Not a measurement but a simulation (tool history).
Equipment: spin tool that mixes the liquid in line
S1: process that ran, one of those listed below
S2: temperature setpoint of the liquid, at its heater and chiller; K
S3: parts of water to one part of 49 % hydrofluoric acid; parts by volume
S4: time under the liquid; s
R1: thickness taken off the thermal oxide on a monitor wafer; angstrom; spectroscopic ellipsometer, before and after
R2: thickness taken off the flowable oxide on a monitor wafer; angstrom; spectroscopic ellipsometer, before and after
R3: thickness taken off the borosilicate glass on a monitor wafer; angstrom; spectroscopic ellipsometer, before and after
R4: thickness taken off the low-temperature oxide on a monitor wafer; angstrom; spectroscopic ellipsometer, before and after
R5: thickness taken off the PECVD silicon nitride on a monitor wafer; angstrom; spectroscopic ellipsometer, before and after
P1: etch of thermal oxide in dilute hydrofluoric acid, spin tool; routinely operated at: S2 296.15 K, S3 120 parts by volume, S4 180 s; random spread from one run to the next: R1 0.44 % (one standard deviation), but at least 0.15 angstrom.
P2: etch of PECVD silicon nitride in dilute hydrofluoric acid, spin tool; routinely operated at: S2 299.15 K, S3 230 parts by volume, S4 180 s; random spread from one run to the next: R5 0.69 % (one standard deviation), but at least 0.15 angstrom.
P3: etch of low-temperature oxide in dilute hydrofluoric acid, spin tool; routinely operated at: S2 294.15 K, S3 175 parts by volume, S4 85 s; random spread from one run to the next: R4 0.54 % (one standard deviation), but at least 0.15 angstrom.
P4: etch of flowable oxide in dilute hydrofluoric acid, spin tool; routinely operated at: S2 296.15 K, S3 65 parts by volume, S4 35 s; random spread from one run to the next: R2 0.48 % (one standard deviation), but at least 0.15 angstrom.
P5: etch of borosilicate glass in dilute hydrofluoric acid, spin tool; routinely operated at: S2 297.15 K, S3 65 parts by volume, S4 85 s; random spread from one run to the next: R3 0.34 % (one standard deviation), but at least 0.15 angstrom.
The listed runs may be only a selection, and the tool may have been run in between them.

run	hour	S1	S2	S3	S4	R1	R2	R3	R4	R5
1	4.7	P1	296.15	120	180	59.8500				
2	9.3	P4	302.15	65	35		417.94			
3	13.3	P5	297.15	65	85			404.67		
4	17.1	P1	290.15	25	180	250.5400				
5	20.4	P1	296.15	180	180	37.7090				
6	22.7	P3	294.15	175	85				72.862	
7	27.4	P1	296.15	120	180	59.9070				
8	30.4	P5	297.15	65	140			666.54		
9	32.8	P3	290.65	175	85				63.706	
10	36.0	P2	304.65	230	180					47.2290
11	40.3	P1	296.15	195	350	66.1720				
12	43.5	P1	292.15	120	180	50.4820				
13	47.1	P4	296.15	65	35		323.78			
14	49.4	P1	296.15	120	180	60.4200				
15	52.0	P3	294.15	100	85				138.540	
16	56.5	P1	296.15	120	180	60.0400				
17	59.3	P1	296.15	120	295	99.1540				
# hour 61.4: thermometer replaced
18	62.4	P2	299.15	230	180					33.2530
19	65.9	P2	299.15	230	15					2.6846
20	70.1	P1	296.15	25	180	323.1300				
21	73.2	P5	297.15	95	85			264.72		
22	77.7	P5	301.15	65	85			470.90		
23	80.1	P2	299.15	95	180					81.1280
24	83.4	P1	296.15	120	180	60.4660				
25	86.6	P1	296.15	120	180	60.1960				
26	90.4	P4	296.15	90	35		228.52			
27	94.2	P4	296.15	65	20		186.58			
28	97.7	P1	296.15	120	180	59.3990				
29	101.4	P1	302.65	120	180	77.2840				
30	105.3	P3	294.15	175	15				12.789	
31	109.6	P1	296.15	120	25	8.3611				
32	113.6	P3	294.15	175	85				72.919	
33	115.7	P1	296.15	120	180	59.7360				
34	120.4	P1	296.15	120	180	62.5300				
35	123.2	P1	296.15	120	180	63.3680				
36	127.6	P1	296.15	120	180	64.2900				
37	131.2	P1	296.15	120	180	64.9060				
38	134.6	P1	296.15	120	180	64.9770				
39	137.5	P1	296.15	120	180	65.0180				
40	142.2	P1	296.15	120	180	65.9750				
41	146.0	P1	296.15	120	180	65.3140				
42	148.8	P1	296.15	120	180	64.9880				
43	152.1	P1	296.15	120	180	65.1150				

What P1 gives has crept away from where it was. These 2 causes fit the log equally well, each at the size given:
A: liquid hotter than its thermometer reads (K) = 2.29
B: hydrofluoric acid flow above the setpoint (%) = 8.18
At approximately hour 115.7, the process output began to creep.

Each of the 4 check runs below uses one wafer; its results are left as question marks. Which run tells the causes apart?
check 1	155.4	P3	294.15	175	85				?	
check 2	155.4	P2	299.15	230	180					?
check 3	155.4	P4	296.15	65	35		?			
check 4	155.4	P5	297.15	65	85			?		

Outcome of each check run for each possible cause:
check	result	if A	if B
check 1	R4	79.672	80.041
check 2	R5	38.8560	36.5830
check 3	R2	359.79	356.84
check 4	R3	441.02	437.80
Minimum pairwise separation of causes per check, each pair taken at its best-separating result: check 1 0.46 %; check 2 6.03 %; check 3 0.82 %; check 4 0.73 %
The causes can be told apart only by check 2. The other checks would give nearly the same results under each of them.

Check 2 was carried out, with these results: R5 38.8980 angstrom. Which of the listed causes is responsible?

It is A: liquid hotter than its thermometer reads (K).
